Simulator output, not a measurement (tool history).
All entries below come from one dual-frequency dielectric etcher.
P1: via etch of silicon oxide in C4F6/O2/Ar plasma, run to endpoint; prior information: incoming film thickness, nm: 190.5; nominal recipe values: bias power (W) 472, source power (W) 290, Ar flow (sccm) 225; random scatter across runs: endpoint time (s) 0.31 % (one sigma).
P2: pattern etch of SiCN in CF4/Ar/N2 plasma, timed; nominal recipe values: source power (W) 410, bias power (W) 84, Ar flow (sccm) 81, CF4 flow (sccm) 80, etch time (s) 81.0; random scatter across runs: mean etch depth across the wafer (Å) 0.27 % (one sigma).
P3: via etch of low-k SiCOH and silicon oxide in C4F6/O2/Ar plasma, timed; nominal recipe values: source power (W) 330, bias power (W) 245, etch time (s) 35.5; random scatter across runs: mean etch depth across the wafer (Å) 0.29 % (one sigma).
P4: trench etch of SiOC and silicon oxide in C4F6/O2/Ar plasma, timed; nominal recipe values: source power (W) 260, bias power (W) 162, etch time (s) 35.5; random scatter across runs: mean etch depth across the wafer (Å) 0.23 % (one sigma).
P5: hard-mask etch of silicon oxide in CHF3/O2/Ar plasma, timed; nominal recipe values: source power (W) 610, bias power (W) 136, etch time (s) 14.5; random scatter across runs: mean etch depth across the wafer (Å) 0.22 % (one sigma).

run	day	process that ran	bias power (W)	source power (W)	Ar flow (sccm)	CF4 flow (sccm)	etch time (s)	hours since the last wet clean	hours since the last bias power generator calibration	hours since the last source power generator calibration	hours since the last Ar flow controller change	endpoint time (s)	mean etch depth across the wafer (Å)
1	0.346	P1	472	290	225			216.4	3207.2	2977.1	846.5	46.725	
2	0.688	P1	472	290	225			224.6	3215.4	2985.3	854.7	46.837	
3	1.079	P2	55	410	81	80	81.0	234.0	3224.8	2994.7	864.1		632.98
4	1.517	P1	472	370	225			244.5	3235.3	3005.2	874.6	42.845	
5	1.908	P1	472	290	318			253.9	3244.7	3014.6	884.0	48.688	
6	2.171	P1	472	390	275			260.2	3251.0	3020.9	890.3	43.026	
7	2.533	P3	245	330			35.5	268.9	3259.7	3029.6	899.0		860.82
8	2.988	P1	281	290	225			279.8	3270.6	3040.5	909.9	56.374	
9	3.388	P1	472	290	225			289.4	3280.2	3050.1	919.5	46.739	
10	3.667	P2	84	410	81	80	115.5	296.1	3286.9	3056.8	926.2		1037.50
11	3.996	P2	84	410	57	80	81.0	304.0	3294.8	3064.7	934.1		760.22
12	4.267	P1	472	290	225			310.5	3301.3	3071.2	940.6	46.928	
13	4.617	P5	136	840			14.5	318.9	3309.7	3079.6	949.0		293.52
14	5.038	P1	472	290	225			329.0	3319.8	3089.7	959.1	46.622	
15	5.429	P1	618	290	225			338.4	3329.2	3099.1	968.5	42.366	
16	5.900	P4	162	260			35.5	349.7	3340.5	3110.4	979.8		569.57
17	6.425	P2	84	410	81	80	81.0	362.3	3353.1	3123.0	992.4		725.42
18	6.817	P4	162	260			35.5	371.7	3362.5	3132.4	1001.8		569.70
19	7.046	P4	102	260			35.5	377.2	3368.0	3137.9	1007.3		495.92
# day 7.083: bias power generator calibrated
20	7.321	P5	90	610			14.5	383.8	5.7	3144.5	1013.9		228.39
21	7.642	P3	245	330			48.0	391.5	13.4	3152.2	1021.6		1157.20
22	7.921	P2	84	410	81	52	81.0	398.2	20.1	3158.9	1028.3		685.67
23	8.179	P2	84	300	81	80	81.0	404.4	26.3	3165.1	1034.5		551.57
24	8.608	P5	136	610			18.0	414.7	36.6	3175.4	1044.8		321.30
25	8.925	P1	472	290	170			422.3	44.2	3183.0	1052.4	45.328	
26	9.246	P1	472	290	225			430.0	51.9	3190.7	1060.1	46.677	
27	9.762	P1	472	240	225			442.4	64.3	3203.1	1072.5	50.192	
28	10.117	P5	136	610			14.5	450.9	72.8	3211.6	1081.0		258.60
29	10.425	P3	245	200			35.5	458.3	80.2	3219.0	1088.4		710.90
# day 10.571: Ar flow controller replaced
30	10.667	P4	162	220			35.5	464.1	86.0	3224.8	2.4		533.17
31	10.900	P4	162	260			45.0	469.7	91.6	3230.4	8.0		718.92
32	11.321	P3	342	330			35.5	479.8	101.7	3240.5	18.1		965.78
33	11.829	P1	472	290	225			492.0	113.9	3252.7	30.3	46.893	
34	12.117	P1	472	290	225			498.9	120.8	3259.6	37.2	46.846	
35	12.550	P1	472	290	225			509.3	131.2	3270.0	47.6	47.116	
36	12.796	P1	472	290	225			515.2	137.1	3275.9	53.5	47.470	
37	13.079	P1	472	290	225			522.0	143.9	3282.7	60.3	47.596	
38	13.604	P1	472	290	225			534.6	156.5	3295.3	72.9	47.271	
# day 14.058: wet clean of the chamber
39	14.108	P1	472	290	225			1.2	168.6	3307.4	85.0	47.541	
# day 14.150: Ar flow controller replaced
40	14.483	P1	472	290	225			10.2	177.6	3316.4	8.0	47.499	
41	14.712	P1	472	290	225			15.7	183.1	3321.9	13.5	47.442	
42	15.050	P1	472	290	225			23.8	191.2	3330.0	21.6	47.696	

The log shows P1 creeping away from where it was. Any of the 2 causes listed here, at the size stated for it, fits the log just as well as the others:
A: bias power that arrives under what is set, % = 4.02
B: source power that arrives under what is set, % = 4.1
Onset of the creep was near day 11.829.
The rest of the possible causes, and what rules out each one:
chamber walls in a state that lowers the etch rate, %: work on it at day 14.058, done after the drift set in, did not restore what the process gave before
Ar flow that arrives over what is set, %: work on it at day 14.150, done after the drift set in, did not restore what the process gave before

Of the 4 check runs listed below, each run on one wafer and each result written as a question mark, which would let you distinguish the listed causes because they would give clearly different results?
check 1	15.388	P2	57	410	60	80	81.0						?
check 2	15.388	P5	136	820			14.5						?
check 3	15.388	P3	307	330			42.0						?
check 4	15.388	P4	103	260			35.5						?

Check results expected under each cause:
check	result	if A	if B
check 1	mean etch depth across the wafer (Å)	658.50	642.21
check 2	mean etch depth across the wafer (Å)	286.65	285.56
check 3	mean etch depth across the wafer (Å)	1084.20	1082.80
check 4	mean etch depth across the wafer (Å)	490.47	488.03
Gap, in per cent, between the two causes that each check separates least, read from the result that separates them most: check 1 2.51 %; check 2 0.38 %; check 3 0.13 %; check 4 0.5 %
Check 1 tells the causes apart: in the others they would give nearly the same result.

Running check 1 produced the following: mean etch depth across the wafer (Å) 640.82. Which one of the listed causes fits?

The cause is B: source power that arrives under what is set, %.
